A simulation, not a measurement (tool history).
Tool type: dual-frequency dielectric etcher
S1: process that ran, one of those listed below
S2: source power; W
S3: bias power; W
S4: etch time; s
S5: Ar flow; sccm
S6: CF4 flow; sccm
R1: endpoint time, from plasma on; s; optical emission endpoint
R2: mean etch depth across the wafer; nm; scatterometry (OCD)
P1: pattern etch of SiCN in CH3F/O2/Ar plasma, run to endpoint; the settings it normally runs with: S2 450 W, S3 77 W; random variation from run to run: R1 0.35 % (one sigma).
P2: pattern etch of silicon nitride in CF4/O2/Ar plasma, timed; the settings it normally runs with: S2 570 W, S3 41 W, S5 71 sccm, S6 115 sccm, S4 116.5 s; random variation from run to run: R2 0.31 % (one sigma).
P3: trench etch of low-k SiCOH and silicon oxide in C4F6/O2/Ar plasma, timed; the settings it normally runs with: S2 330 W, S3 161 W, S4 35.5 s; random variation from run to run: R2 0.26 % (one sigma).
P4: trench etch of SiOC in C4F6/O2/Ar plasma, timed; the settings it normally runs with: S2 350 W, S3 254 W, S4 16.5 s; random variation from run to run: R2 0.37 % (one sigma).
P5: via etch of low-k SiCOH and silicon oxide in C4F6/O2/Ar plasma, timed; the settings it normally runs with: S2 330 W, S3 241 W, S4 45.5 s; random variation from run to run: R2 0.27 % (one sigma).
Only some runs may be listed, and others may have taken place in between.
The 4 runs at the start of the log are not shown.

Run 5, hour 34.6: S1 P1, S2 320 W, S3 77 W. Result: R1 22.936 s.
Run 6, hour 41.4: S1 P5, S2 330 W, S3 241 W, S4 45.5 s. Result: R2 111.630 nm.
Run 7, hour 50.1: S1 P4, S2 350 W, S3 254 W, S4 16.5 s. Result: R2 36.988 nm.
Run 8, hour 57.9: S1 P1, S2 560 W, S3 64 W. Result: R1 19.822 s.
Run 9, hour 67.5: S1 P1, S2 450 W, S3 77 W. Result: R1 20.028 s.
Run 10, hour 74.5: S1 P1, S2 450 W, S3 103 W. Result: R1 18.064 s.
Run 11, hour 84.4: S1 P5, S2 330 W, S3 241 W, S4 45.5 s. Result: R2 112.690 nm.
Run 12, hour 93.6: S1 P1, S2 450 W, S3 77 W. Result: R1 19.991 s.
Run 13, hour 99.5: S1 P3, S2 330 W, S3 94 W, S4 35.5 s. Result: R2 85.779 nm.
Run 14, hour 103.9: S1 P1, S2 450 W, S3 77 W. Result: R1 20.195 s.
Run 15, hour 112.0: S1 P2, S2 570 W, S3 41 W, S4 116.5 s, S5 90 sccm, S6 115 sccm. Result: R2 232.820 nm.
Run 16, hour 116.4: S1 P3, S2 330 W, S3 161 W, S4 52.5 s. Result: R2 147.640 nm.
Run 17, hour 126.2: S1 P1, S2 630 W, S3 77 W. Result: R1 17.701 s.
At hour 133.6: bias power generator calibrated.
Run 18, hour 134.3: S1 P1, S2 450 W, S3 77 W. Result: R1 20.055 s.
Run 19, hour 141.6: S1 P2, S2 570 W, S3 41 W, S4 116.5 s, S5 71 sccm, S6 115 sccm. Result: R2 239.040 nm.
Run 20, hour 146.0: S1 P4, S2 260 W, S3 254 W, S4 16.5 s. Result: R2 33.178 nm.
Run 21, hour 151.1: S1 P2, S2 570 W, S3 41 W, S4 69.0 s, S5 71 sccm, S6 115 sccm. Result: R2 142.110 nm.

Run 22 has not been measured yet. What should we expect?
Run 22, hour 157.8: S1 P2, S2 570 W, S3 41 W, S4 116.5 s, S5 71 sccm, S6 79 sccm. Result: R2 ?.

R2: 227.770 nm
